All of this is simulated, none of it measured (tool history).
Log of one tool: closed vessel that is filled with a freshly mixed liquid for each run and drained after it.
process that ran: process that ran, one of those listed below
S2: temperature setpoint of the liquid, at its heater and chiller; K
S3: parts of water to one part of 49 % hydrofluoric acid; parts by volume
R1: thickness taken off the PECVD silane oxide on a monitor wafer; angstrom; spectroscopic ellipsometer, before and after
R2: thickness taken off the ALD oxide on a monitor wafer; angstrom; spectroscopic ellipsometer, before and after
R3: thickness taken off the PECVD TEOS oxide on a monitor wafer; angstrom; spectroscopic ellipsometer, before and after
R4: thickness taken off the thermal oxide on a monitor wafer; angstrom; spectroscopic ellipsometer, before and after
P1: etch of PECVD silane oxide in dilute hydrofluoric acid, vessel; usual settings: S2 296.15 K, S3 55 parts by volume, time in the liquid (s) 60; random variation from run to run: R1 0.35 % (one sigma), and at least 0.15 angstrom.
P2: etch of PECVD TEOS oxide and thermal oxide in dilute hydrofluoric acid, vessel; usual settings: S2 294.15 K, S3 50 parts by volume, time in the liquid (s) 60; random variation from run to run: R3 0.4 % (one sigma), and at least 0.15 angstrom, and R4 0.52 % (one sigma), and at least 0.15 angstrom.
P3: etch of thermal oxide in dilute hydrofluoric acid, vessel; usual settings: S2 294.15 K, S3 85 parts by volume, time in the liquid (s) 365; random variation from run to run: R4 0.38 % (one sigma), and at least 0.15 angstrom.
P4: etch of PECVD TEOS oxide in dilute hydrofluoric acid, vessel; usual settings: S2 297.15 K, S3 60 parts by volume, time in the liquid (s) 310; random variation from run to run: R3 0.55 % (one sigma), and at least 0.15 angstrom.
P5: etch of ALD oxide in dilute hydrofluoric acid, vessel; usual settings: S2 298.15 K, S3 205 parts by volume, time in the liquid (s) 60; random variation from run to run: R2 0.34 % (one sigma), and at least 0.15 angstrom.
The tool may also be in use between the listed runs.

run 1 hour=7.6 | process_that_ran=P1 S2=296.15 S3=55 time_in_the_liquid_(s)=60 | R1=408.01
run 2 hour=11.7 | process_that_ran=P5 S2=298.15 S3=205 time_in_the_liquid_(s)=60 | R2=87.421
run 3 hour=18.3 | process_that_ran=P1 S2=296.15 S3=90 time_in_the_liquid_(s)=60 | R1=239.69
run 4 hour=23.0 | process_that_ran=P1 S2=296.15 S3=55 time_in_the_liquid_(s)=60 | R1=410.02
run 5 hour=31.2 | process_that_ran=P1 S2=296.15 S3=20 time_in_the_liquid_(s)=60 | R1=1173.20
run 6 hour=36.1 | process_that_ran=P1 S2=302.15 S3=55 time_in_the_liquid_(s)=60 | R1=519.44
run 7 hour=40.8 | process_that_ran=P2 S2=290.15 S3=50 time_in_the_liquid_(s)=60 | R3=196.40 R4=45.283
run 8 hour=45.1 | process_that_ran=P3 S2=294.15 S3=85 time_in_the_liquid_(s)=65 | R4=32.487
run 9 hour=50.9 | process_that_ran=P1 S2=302.65 S3=55 time_in_the_liquid_(s)=30 | R1=266.08
run 10 hour=59.9 | process_that_ran=P2 S2=294.15 S3=50 time_in_the_liquid_(s)=30 | R3=116.82 R4=27.105
run 11 hour=67.0 | process_that_ran=P2 S2=294.15 S3=50 time_in_the_liquid_(s)=60 | R3=234.41 R4=53.374
run 12 hour=73.9 | process_that_ran=P1 S2=296.15 S3=25 time_in_the_liquid_(s)=85 | R1=1319.80
run 13 hour=78.5 | process_that_ran=P1 S2=296.15 S3=55 time_in_the_liquid_(s)=60 | R1=407.28
run 14 hour=85.4 | process_that_ran=P4 S2=297.15 S3=60 time_in_the_liquid_(s)=145 | R3=212.44
run 15 hour=92.2 | process_that_ran=P3 S2=294.15 S3=85 time_in_the_liquid_(s)=365 | R4=180.940
run 16 hour=101.0 | process_that_ran=P5 S2=298.15 S3=205 time_in_the_liquid_(s)=30 | R2=44.117
run 17 hour=109.1 | process_that_ran=P3 S2=294.15 S3=30 time_in_the_liquid_(s)=365 | R4=552.170
run 18 hour=115.1 | process_that_ran=P1 S2=296.15 S3=55 time_in_the_liquid_(s)=60 | R1=409.06
run 19 hour=121.9 | process_that_ran=P5 S2=305.65 S3=205 time_in_the_liquid_(s)=60 | R2=112.780
run 20 hour=126.6 | process_that_ran=P2 S2=294.15 S3=85 time_in_the_liquid_(s)=60 | R3=132.02 R4=30.562
run 21 hour=135.0 | process_that_ran=P1 S2=296.15 S3=55 time_in_the_liquid_(s)=30 | R1=203.55
run 22 hour=141.3 | process_that_ran=P4 S2=297.15 S3=25 time_in_the_liquid_(s)=310 | R3=1139.90
run 23 hour=148.9 | process_that_ran=P4 S2=302.65 S3=60 time_in_the_liquid_(s)=310 | R3=566.32
run 24 hour=155.2 | process_that_ran=P1 S2=290.15 S3=55 time_in_the_liquid_(s)=60 | R1=315.66
run 25 hour=161.7 | process_that_ran=P5 S2=298.15 S3=355 time_in_the_liquid_(s)=60 | R2=43.457
run 26 hour=168.8 | process_that_ran=P3 S2=290.15 S3=85 time_in_the_liquid_(s)=365 | R4=152.980
run 27 hour=175.4 | process_that_ran=P1 S2=296.15 S3=55 time_in_the_liquid_(s)=100 | R1=680.80
run 28 hour=183.7 | process_that_ran=P4 S2=297.15 S3=60 time_in_the_liquid_(s)=310 | R3=451.84
run 29 hour=191.8 | process_that_ran=P1 S2=296.15 S3=55 time_in_the_liquid_(s)=60 | R1=410.69
run 30 hour=196.6 | process_that_ran=P1 S2=296.15 S3=55 time_in_the_liquid_(s)=60 | R1=420.01
run 31 hour=202.1 | process_that_ran=P1 S2=296.15 S3=55 time_in_the_liquid_(s)=60 | R1=424.90
run 32 hour=208.7 | process_that_ran=P1 S2=296.15 S3=55 time_in_the_liquid_(s)=60 | R1=429.21
run 33 hour=216.1 | process_that_ran=P1 S2=296.15 S3=55 time_in_the_liquid_(s)=60 | R1=434.77
run 34 hour=223.5 | process_that_ran=P1 S2=296.15 S3=55 time_in_the_liquid_(s)=60 | R1=439.44
run 35 hour=230.1 | process_that_ran=P1 S2=296.15 S3=55 time_in_the_liquid_(s)=60 | R1=437.61
run 36 hour=235.1 | process_that_ran=P1 S2=296.15 S3=55 time_in_the_liquid_(s)=60 | R1=440.39
run 37 hour=242.4 | process_that_ran=P1 S2=296.15 S3=55 time_in_the_liquid_(s)=60 | R1=439.19
run 38 hour=247.7 | process_that_ran=P1 S2=296.15 S3=55 time_in_the_liquid_(s)=60 | R1=440.05
run 39 hour=254.9 | process_that_ran=P1 S2=296.15 S3=55 time_in_the_liquid_(s)=60 | R1=442.36

What P1 gives has crept away from where it was. These 2 causes fit the log equally well, each at the size given:
A: liquid hotter than its thermometer reads (K) = 1.86
B: hydrofluoric acid flow above the setpoint (%) = 7.37
The creep began at about hour 191.8.

4 check runs are offered, each on 3 wafers whose results are averaged, their results left as question marks. Which one tells the causes apart?
run check 1 hour=262.1 | process_that_ran=P5 S2=298.15 S3=335 time_in_the_liquid_(s)=30 | R2=?
run check 2 hour=262.1 | process_that_ran=P3 S2=294.15 S3=35 time_in_the_liquid_(s)=365 | R4=?
run check 3 hour=262.1 | process_that_ran=P4 S2=297.15 S3=40 time_in_the_liquid_(s)=310 | R3=?
run check 4 hour=262.1 | process_that_ran=P2 S2=290.15 S3=50 time_in_the_liquid_(s)=60 | R3=? R4=?

What each check would give under each cause:
check=check_1 result=R2 if_A=24.948 if_B=25.752
check=check_2 result=R4 if_A=506.070 if_B=503.700
check=check_3 result=R3 if_A=757.12 if_B=755.83
check=check_4 result=R3 if_A=213.18 if_B=212.03
check=check_4 result=R4 if_A=49.161 if_B=48.896
How far apart the two closest causes lie, in the result that separates them most: check 1 3.17 %; check 2 0.47 %; check 3 0.17 %; check 4 0.54 %
Check 1 tells the causes apart: in the others they would give nearly the same result.

Then check 1 was run and gave: R2 25.652 angstrom. Which cause is it?

It is B: hydrofluoric acid flow above the setpoint (%).

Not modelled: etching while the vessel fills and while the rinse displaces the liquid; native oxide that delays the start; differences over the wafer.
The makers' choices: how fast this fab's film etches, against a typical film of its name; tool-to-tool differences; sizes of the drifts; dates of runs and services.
